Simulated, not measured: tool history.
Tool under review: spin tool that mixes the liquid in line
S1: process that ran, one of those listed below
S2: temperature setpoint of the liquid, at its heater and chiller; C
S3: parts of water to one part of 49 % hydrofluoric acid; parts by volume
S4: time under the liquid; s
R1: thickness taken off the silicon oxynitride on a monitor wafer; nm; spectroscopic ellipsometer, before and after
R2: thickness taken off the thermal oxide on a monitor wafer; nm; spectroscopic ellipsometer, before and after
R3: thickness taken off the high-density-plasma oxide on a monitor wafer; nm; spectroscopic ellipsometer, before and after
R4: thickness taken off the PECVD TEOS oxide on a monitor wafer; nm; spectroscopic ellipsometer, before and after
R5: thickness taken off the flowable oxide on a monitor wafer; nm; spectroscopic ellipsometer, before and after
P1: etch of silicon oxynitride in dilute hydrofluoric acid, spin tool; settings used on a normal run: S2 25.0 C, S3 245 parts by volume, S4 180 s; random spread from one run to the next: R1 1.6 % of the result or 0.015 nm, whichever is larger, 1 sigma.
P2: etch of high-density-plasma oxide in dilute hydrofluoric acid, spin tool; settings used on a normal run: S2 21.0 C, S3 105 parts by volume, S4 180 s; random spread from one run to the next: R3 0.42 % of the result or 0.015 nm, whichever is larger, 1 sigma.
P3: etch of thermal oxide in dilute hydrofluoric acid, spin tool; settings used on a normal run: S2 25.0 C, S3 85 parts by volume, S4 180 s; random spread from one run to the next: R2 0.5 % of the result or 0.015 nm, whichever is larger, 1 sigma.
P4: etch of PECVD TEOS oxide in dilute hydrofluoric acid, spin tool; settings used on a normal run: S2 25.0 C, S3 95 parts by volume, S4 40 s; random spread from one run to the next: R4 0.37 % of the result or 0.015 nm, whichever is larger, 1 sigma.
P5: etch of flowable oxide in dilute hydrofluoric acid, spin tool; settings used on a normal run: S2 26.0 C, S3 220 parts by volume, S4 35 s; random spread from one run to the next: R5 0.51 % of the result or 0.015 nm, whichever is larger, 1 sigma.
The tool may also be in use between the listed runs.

Run 1, hour 5.3: S1 P1, S2 25.0 C, S3 245 parts by volume, S4 180 s. Result: R1 1.47990 nm.
Run 2, hour 10.6: S1 P3, S2 25.0 C, S3 85 parts by volume, S4 180 s. Result: R2 10.447 nm.
Run 3, hour 16.3: S1 P2, S2 21.0 C, S3 105 parts by volume, S4 180 s. Result: R3 7.6639 nm.
Run 4, hour 22.4: S1 P1, S2 25.0 C, S3 245 parts by volume, S4 65 s. Result: R1 0.56328 nm.
Run 5, hour 26.9: S1 P2, S2 21.0 C, S3 105 parts by volume, S4 70 s. Result: R3 3.0134 nm.
Run 6, hour 34.0: S1 P1, S2 32.0 C, S3 245 parts by volume, S4 35 s. Result: R1 0.37033 nm.
Run 7, hour 43.1: S1 P4, S2 25.0 C, S3 95 parts by volume, S4 40 s. Result: R4 6.6562 nm.
Run 8, hour 51.3: S1 P1, S2 25.0 C, S3 245 parts by volume, S4 275 s. Result: R1 2.19860 nm.
Run 9, hour 58.7: S1 P3, S2 25.0 C, S3 20 parts by volume, S4 180 s. Result: R2 48.173 nm.
Run 10, hour 64.8: S1 P1, S2 25.0 C, S3 245 parts by volume, S4 180 s. Result: R1 1.45820 nm.
Run 11, hour 72.6: S1 P2, S2 17.0 C, S3 105 parts by volume, S4 180 s. Result: R3 6.5652 nm.
Run 12, hour 77.6: S1 P4, S2 25.0 C, S3 95 parts by volume, S4 40 s. Result: R4 6.6488 nm.
Run 13, hour 86.0: S1 P1, S2 25.0 C, S3 435 parts by volume, S4 180 s. Result: R1 0.73520 nm.
Run 14, hour 93.5: S1 P2, S2 21.0 C, S3 175 parts by volume, S4 180 s. Result: R3 4.2358 nm.
Run 15, hour 99.2: S1 P3, S2 25.0 C, S3 85 parts by volume, S4 180 s. Result: R2 10.413 nm.
Run 16, hour 103.5: S1 P5, S2 26.0 C, S3 220 parts by volume, S4 35 s. Result: R5 10.0940 nm.
Run 17, hour 108.1: S1 P1, S2 25.0 C, S3 110 parts by volume, S4 180 s. Result: R1 3.68490 nm.
Run 18, hour 114.9: S1 P1, S2 25.0 C, S3 245 parts by volume, S4 180 s. Result: R1 1.48060 nm.
Run 19, hour 120.5: S1 P1, S2 20.0 C, S3 55 parts by volume, S4 180 s. Result: R1 6.05080 nm.
Run 20, hour 128.5: S1 P5, S2 26.0 C, S3 395 parts by volume, S4 35 s. Result: R5 4.7056 nm.
Run 21, hour 134.3: S1 P1, S2 25.0 C, S3 245 parts by volume, S4 180 s. Result: R1 1.45100 nm.
Run 22, hour 142.4: S1 P4, S2 25.0 C, S3 95 parts by volume, S4 65 s. Result: R4 10.7530 nm.
Run 23, hour 148.7: S1 P3, S2 31.0 C, S3 85 parts by volume, S4 180 s. Result: R2 13.111 nm.
Run 24, hour 153.6: S1 P5, S2 32.0 C, S3 220 parts by volume, S4 35 s. Result: R5 12.3920 nm.
Run 25, hour 160.9: S1 P4, S2 25.0 C, S3 35 parts by volume, S4 40 s. Result: R4 19.4830 nm.
Run 26, hour 165.8: S1 P3, S2 25.0 C, S3 85 parts by volume, S4 315 s. Result: R2 18.260 nm.
Run 27, hour 172.0: S1 P1, S2 29.0 C, S3 245 parts by volume, S4 180 s. Result: R1 1.71600 nm.
Run 28, hour 177.7: S1 P1, S2 25.0 C, S3 245 parts by volume, S4 180 s. Result: R1 1.44480 nm.
Run 29, hour 186.1: S1 P4, S2 17.5 C, S3 95 parts by volume, S4 40 s. Result: R4 4.9068 nm.
Run 30, hour 193.3: S1 P1, S2 25.0 C, S3 245 parts by volume, S4 180 s. Result: R1 1.49690 nm.
Run 31, hour 197.9: S1 P5, S2 26.0 C, S3 220 parts by volume, S4 15 s. Result: R5 4.3584 nm.
Run 32, hour 202.6: S1 P1, S2 17.5 C, S3 245 parts by volume, S4 180 s. Result: R1 1.09920 nm.
Run 33, hour 211.2: S1 P1, S2 25.0 C, S3 245 parts by volume, S4 180 s. Result: R1 1.46970 nm.
Run 34, hour 220.5: S1 P1, S2 25.0 C, S3 245 parts by volume, S4 180 s. Result: R1 1.57510 nm.
Run 35, hour 227.5: S1 P1, S2 25.0 C, S3 245 parts by volume, S4 180 s. Result: R1 1.61160 nm.
Run 36, hour 232.7: S1 P1, S2 25.0 C, S3 245 parts by volume, S4 180 s. Result: R1 1.65430 nm.
Run 37, hour 241.6: S1 P1, S2 25.0 C, S3 245 parts by volume, S4 180 s. Result: R1 1.61720 nm.
Run 38, hour 248.5: S1 P1, S2 25.0 C, S3 245 parts by volume, S4 180 s. Result: R1 1.62530 nm.
Run 39, hour 254.7: S1 P1, S2 25.0 C, S3 245 parts by volume, S4 180 s. Result: R1 1.66210 nm.
Run 40, hour 262.2: S1 P1, S2 25.0 C, S3 245 parts by volume, S4 180 s. Result: R1 1.60570 nm.

The log shows P1 creeping away from where it was. Any of the 2 causes listed here, at the size stated for it, fits the log just as well as the others:
A: liquid hotter than its thermometer reads (K) = 2.22
B: hydrofluoric acid flow above the setpoint (%) = 8.36
At approximately hour 211.2, the process output began to creep.

The 4 check runs listed below each average the results of 2 wafers, and their outcomes are marked with question marks. Under which run would the listed causes produce clearly different results?
Run check 1, hour 269.7: S1 P2, S2 21.0 C, S3 150 parts by volume, S4 180 s. Result: R3 ?.
Run check 2, hour 269.7: S1 P4, S2 18.0 C, S3 95 parts by volume, S4 40 s. Result: R4 ?.
Run check 3, hour 269.7: S1 P5, S2 26.0 C, S3 375 parts by volume, S4 25 s. Result: R5 ?.
Run check 4, hour 269.7: S1 P3, S2 25.0 C, S3 85 parts by volume, S4 280 s. Result: R2 ?.

How each check would come out, cause by cause:
  check  result    if A    if B
check 1      R3  5.6056  5.6404
check 2      R4  5.4902  5.4682
check 3      R5  3.8776  4.0246
check 4      R2  17.641  17.668
Distance between the nearest two causes, measured in the result of the check that separates them most: check 1 0.62 %; check 2 0.4 %; check 3 3.72 %; check 4 0.15 %
The other checks would show nearly matching results whichever cause is true, so check 3 is the only one that separates the causes.

The results of check 3 are: R5 4.0464 nm. Based on these, which of the listed causes is it?

It is B: hydrofluoric acid flow above the setpoint (%).
